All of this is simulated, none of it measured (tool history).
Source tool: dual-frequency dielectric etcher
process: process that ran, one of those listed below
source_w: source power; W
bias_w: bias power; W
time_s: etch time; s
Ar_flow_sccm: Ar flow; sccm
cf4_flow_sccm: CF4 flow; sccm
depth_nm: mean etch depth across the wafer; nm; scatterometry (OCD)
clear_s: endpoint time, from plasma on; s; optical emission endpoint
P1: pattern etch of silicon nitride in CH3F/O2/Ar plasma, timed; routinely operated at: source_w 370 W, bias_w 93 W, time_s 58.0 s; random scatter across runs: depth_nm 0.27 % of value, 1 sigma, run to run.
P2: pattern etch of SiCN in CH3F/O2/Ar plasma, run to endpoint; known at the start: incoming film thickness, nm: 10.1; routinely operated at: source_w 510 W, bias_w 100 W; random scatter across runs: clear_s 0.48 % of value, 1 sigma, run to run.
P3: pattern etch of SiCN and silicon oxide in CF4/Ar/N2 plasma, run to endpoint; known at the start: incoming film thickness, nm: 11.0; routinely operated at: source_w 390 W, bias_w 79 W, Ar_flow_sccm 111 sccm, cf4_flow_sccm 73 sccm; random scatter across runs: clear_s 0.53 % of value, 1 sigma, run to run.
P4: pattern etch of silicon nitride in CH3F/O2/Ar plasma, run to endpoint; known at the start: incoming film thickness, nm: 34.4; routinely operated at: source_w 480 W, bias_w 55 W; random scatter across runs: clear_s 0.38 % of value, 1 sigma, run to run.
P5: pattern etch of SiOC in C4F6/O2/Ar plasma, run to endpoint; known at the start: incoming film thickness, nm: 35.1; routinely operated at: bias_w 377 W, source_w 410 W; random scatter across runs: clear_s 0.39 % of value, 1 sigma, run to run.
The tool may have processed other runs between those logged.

| run | day | process | source_w | bias_w | time_s | Ar_flow_sccm | cf4_flow_sccm | hours since the last wet clean | hours since the last source power generator calibration | hours since the last bias power generator calibration | depth_nm | clear_s |
|---|---|---|---|---|---|---|---|---|---|---|---|---|
| 1 | 0.250 | P1 | 370 | 93 | 58.0 |  |  | 232.9 | 1303.5 | 689.6 | 42.389 |  |
| 2 | 0.475 | P4 | 290 | 55 |  |  |  | 238.3 | 1308.9 | 695.0 |  | 63.814 |
| 3 | 0.654 | P1 | 370 | 93 | 32.0 |  |  | 242.6 | 1313.2 | 699.3 | 23.364 |  |
| 4 | 0.850 | P5 | 410 | 377 |  |  |  | 247.3 | 1317.9 | 704.0 |  | 13.295 |
| 5 | 1.129 | P5 | 410 | 228 |  |  |  | 254.0 | 1324.6 | 710.7 |  | 15.917 |
| 6 | 1.283 | P1 | 290 | 93 | 58.0 |  |  | 257.7 | 1328.3 | 714.4 | 38.808 |  |
| 7 | 1.483 | P3 | 300 | 79 |  | 111 | 73 | 262.5 | 1333.1 | 719.2 |  | 17.878 |
|  | 1.775 | wet clean of the chamber |
| 8 | 1.775 | P1 | 370 | 93 | 58.0 |  |  | 0.1 | 1340.1 | 726.2 | 42.362 |  |
| 9 | 1.929 | P3 | 390 | 79 |  | 111 | 73 | 3.8 | 1343.8 | 729.9 |  | 14.201 |
| 10 | 2.067 | P1 | 470 | 93 | 58.0 |  |  | 7.1 | 1347.1 | 733.2 | 46.451 |  |
|  | 2.267 | source power generator calibrated |
| 11 | 2.358 | P1 | 370 | 93 | 58.0 |  |  | 14.1 | 2.2 | 740.2 | 42.318 |  |
| 12 | 2.504 | P1 | 370 | 126 | 58.0 |  |  | 17.6 | 5.7 | 743.7 | 47.561 |  |
| 13 | 2.675 | P4 | 480 | 55 |  |  |  | 21.7 | 9.8 | 747.8 |  | 53.004 |
| 14 | 2.908 | P1 | 510 | 93 | 82.0 |  |  | 27.3 | 15.4 | 753.4 | 67.283 |  |
| 15 | 3.196 | P2 | 510 | 139 |  |  |  | 34.2 | 22.3 | 760.3 |  | 18.893 |
| 16 | 3.483 | P5 | 410 | 377 |  |  |  | 41.1 | 29.2 | 767.2 |  | 13.384 |
| 17 | 3.742 | P1 | 370 | 93 | 58.0 |  |  | 47.3 | 35.4 | 773.4 | 42.513 |  |
| 18 | 3.971 | P1 | 370 | 93 | 83.5 |  |  | 52.8 | 40.9 | 778.9 | 61.151 |  |
| 19 | 4.179 | P3 | 390 | 79 |  | 111 | 73 | 57.8 | 45.9 | 783.9 |  | 13.936 |
| 20 | 4.446 | P2 | 700 | 100 |  |  |  | 64.2 | 52.3 | 790.3 |  | 19.126 |
| 21 | 4.588 | P3 | 390 | 79 |  | 67 | 73 | 67.6 | 55.7 | 793.7 |  | 13.165 |
| 22 | 4.846 | P5 | 570 | 377 |  |  |  | 73.8 | 61.9 | 799.9 |  | 11.774 |
| 23 | 5.104 | P4 | 480 | 55 |  |  |  | 80.0 | 68.1 | 806.1 |  | 52.582 |
| 24 | 5.383 | P4 | 480 | 36 |  |  |  | 86.7 | 74.8 | 812.8 |  | 59.710 |
| 25 | 5.554 | P2 | 510 | 100 |  |  |  | 90.8 | 78.9 | 816.9 |  | 21.693 |
| 26 | 5.700 | P2 | 510 | 100 |  |  |  | 94.3 | 82.4 | 820.4 |  | 21.470 |
| 27 | 5.888 | P1 | 370 | 93 | 58.0 |  |  | 98.8 | 86.9 | 824.9 | 42.355 |  |
| 28 | 6.021 | P3 | 390 | 55 |  | 111 | 73 | 102.0 | 90.1 | 828.1 |  | 15.821 |
| 29 | 6.221 | P3 | 390 | 79 |  | 111 | 99 | 106.8 | 94.9 | 832.9 |  | 13.489 |
| 30 | 6.508 | P1 | 370 | 56 | 58.0 |  |  | 113.7 | 101.8 | 839.8 | 35.542 |  |
| 31 | 6.683 | P1 | 370 | 93 | 58.0 |  |  | 117.9 | 106.0 | 844.0 | 42.442 |  |
| 32 | 6.967 | P1 | 370 | 93 | 58.0 |  |  | 124.7 | 112.8 | 850.8 | 42.481 |  |
| 33 | 7.096 | P1 | 370 | 93 | 58.0 |  |  | 127.8 | 115.9 | 853.9 | 42.193 |  |
| 34 | 7.308 | P1 | 370 | 93 | 58.0 |  |  | 132.9 | 121.0 | 859.0 | 41.961 |  |
| 35 | 7.433 | P1 | 370 | 93 | 58.0 |  |  | 135.9 | 124.0 | 862.0 | 42.086 |  |
| 36 | 7.633 | P1 | 370 | 93 | 58.0 |  |  | 140.7 | 128.8 | 866.8 | 41.761 |  |

Estimate the outcome of run 37 from the log above:
|  | 7.700 | wet clean of the chamber |
| 37 | 7.875 | P1 | 370 | 93 | 58.0 |  |  | 4.3 | 134.6 | 872.6 | ? |  |

{"run 37": {"depth_nm": 42.058}}

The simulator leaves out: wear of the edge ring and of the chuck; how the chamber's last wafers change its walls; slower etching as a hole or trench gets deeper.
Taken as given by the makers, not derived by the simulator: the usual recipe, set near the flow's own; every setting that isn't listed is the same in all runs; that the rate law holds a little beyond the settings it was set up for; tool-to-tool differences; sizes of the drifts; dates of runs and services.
